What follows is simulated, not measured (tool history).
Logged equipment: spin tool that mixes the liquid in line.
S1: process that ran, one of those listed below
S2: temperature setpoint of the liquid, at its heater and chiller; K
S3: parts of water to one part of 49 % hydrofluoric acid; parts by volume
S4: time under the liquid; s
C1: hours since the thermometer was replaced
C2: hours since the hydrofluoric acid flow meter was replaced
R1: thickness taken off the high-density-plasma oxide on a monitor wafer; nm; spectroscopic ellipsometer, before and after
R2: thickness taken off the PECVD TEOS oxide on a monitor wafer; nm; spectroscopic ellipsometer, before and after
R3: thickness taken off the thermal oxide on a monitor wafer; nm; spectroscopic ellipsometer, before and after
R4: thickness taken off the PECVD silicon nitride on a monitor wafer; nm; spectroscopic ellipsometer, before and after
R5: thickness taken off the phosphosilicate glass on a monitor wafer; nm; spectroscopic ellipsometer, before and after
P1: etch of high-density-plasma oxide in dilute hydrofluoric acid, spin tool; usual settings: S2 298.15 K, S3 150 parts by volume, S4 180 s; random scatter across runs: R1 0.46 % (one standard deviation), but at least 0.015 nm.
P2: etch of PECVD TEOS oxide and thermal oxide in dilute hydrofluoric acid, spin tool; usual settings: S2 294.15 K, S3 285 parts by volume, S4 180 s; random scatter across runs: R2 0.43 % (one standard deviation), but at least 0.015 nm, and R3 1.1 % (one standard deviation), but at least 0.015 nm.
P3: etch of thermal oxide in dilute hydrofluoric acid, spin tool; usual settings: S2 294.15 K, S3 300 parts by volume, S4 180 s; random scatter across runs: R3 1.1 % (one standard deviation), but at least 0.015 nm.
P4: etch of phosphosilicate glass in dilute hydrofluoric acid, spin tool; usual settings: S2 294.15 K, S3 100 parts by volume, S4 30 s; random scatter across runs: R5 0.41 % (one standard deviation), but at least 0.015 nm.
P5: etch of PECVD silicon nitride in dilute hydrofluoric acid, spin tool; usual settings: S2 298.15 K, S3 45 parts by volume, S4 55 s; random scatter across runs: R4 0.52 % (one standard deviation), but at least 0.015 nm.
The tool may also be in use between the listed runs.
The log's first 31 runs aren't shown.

| run | day | S1 | S2 | S3 | S4 | C1 | C2 | R1 | R2 | R3 | R4 | R5 |
|---|---|---|---|---|---|---|---|---|---|---|---|---|
| 32 | 18.325 | P3 | 302.15 | 300 | 180 | 703.3 | 970.7 |  |  | 2.7209 |  |  |
| 33 | 18.892 | P3 | 294.15 | 300 | 330 | 716.9 | 984.3 |  |  | 3.8229 |  |  |
| 34 | 19.421 | P1 | 298.15 | 150 | 180 | 729.6 | 997.0 | 7.28900 |  |  |  |  |
| 35 | 19.767 | P1 | 298.15 | 150 | 180 | 737.9 | 1005.3 | 7.14970 |  |  |  |  |
| 36 | 20.404 | P1 | 298.15 | 150 | 180 | 753.2 | 1020.6 | 6.99650 |  |  |  |  |
| 37 | 20.792 | P1 | 298.15 | 150 | 180 | 762.5 | 1029.9 | 6.90530 |  |  |  |  |
| 38 | 21.517 | P1 | 298.15 | 150 | 180 | 779.9 | 1047.3 | 6.83640 |  |  |  |  |
| 39 | 21.983 | P1 | 298.15 | 150 | 180 | 791.1 | 1058.5 | 6.69160 |  |  |  |  |

Run 40, settings as shown, results not yet in. Your forecast:
| 40 | 22.700 | P1 | 298.15 | 150 | 180 | 808.3 | 1075.7 | ? |  |  |  |  |

R1: 6.75700 nm

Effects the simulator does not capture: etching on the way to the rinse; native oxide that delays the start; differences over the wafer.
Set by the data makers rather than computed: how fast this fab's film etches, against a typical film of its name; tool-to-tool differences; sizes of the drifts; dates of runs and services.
